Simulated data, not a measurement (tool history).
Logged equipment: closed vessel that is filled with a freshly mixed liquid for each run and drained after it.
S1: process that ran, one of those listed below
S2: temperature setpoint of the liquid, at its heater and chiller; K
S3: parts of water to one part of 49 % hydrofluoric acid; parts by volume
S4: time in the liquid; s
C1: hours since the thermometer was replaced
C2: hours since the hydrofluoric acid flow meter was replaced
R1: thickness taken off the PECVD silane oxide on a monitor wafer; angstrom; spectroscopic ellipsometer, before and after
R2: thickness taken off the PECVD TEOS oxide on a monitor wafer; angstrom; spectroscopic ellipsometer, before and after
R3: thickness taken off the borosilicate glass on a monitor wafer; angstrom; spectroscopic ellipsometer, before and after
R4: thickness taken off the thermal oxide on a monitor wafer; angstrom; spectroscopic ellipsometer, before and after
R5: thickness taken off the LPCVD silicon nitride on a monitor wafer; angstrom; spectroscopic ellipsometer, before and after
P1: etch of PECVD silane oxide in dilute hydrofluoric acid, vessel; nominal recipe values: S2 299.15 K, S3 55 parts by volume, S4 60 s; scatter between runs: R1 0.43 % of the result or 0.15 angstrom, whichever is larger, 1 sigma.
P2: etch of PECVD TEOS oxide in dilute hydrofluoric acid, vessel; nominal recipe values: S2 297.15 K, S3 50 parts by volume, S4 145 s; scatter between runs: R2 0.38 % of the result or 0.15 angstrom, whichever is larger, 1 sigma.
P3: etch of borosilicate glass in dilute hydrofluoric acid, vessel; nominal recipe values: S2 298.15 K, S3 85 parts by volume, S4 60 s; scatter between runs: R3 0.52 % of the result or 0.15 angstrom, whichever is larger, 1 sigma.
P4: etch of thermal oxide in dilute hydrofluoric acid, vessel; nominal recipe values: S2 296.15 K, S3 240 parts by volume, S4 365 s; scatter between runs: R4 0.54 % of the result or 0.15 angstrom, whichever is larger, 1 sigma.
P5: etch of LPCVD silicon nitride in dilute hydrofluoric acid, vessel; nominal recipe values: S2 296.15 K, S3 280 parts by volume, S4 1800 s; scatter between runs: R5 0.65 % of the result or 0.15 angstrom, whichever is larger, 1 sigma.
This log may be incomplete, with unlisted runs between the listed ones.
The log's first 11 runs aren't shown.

run,hour,S1,S2,S3,S4,C1,C2,R1,R2,R3,R4,R5
12,46.1,P1,299.15,55,60,954.6,408,228.74,,,,
# hour 48: thermometer replaced
13,49.8,P3,298.15,25,60,1.8,411.7,,,844.77,,
14,52.9,P4,290.65,240,365,4.9,414.8,,,,45.658,
15,56.4,P1,299.15,85,90,8.4,418.3,212.61,,,,
16,59.7,P1,293.65,55,60,11.7,421.6,182.86,,,,
17,63.2,P4,296.15,240,365,15.2,425.1,,,,56.707,
18,66.6,P1,299.15,95,60,18.6,428.5,124.6,,,,
19,69.1,P1,299.15,55,60,21.1,431,229.89,,,,
20,71.5,P1,299.15,55,30,23.5,433.4,114.38,,,,
21,73.9,P3,304.15,85,60,25.9,435.8,,,282.24,,
22,78.9,P1,299.15,55,60,30.9,440.8,227.41,,,,
23,83,P2,297.15,90,145,35,444.9,,231.17,,,
24,87.4,P2,305.15,50,145,39.4,449.3,,600.41,,,
25,91.2,P4,296.15,240,70,43.2,453.1,,,,10.979,
26,94.9,P3,298.15,85,110,46.9,456.8,,,412.1,,
27,99.7,P1,299.15,55,120,51.7,461.6,457.01,,,,

The next listed run, before its measurement:
28,103.3,P5,300.65,280,1800,55.3,465.2,,,,,?

R5: 42.535 angstrom
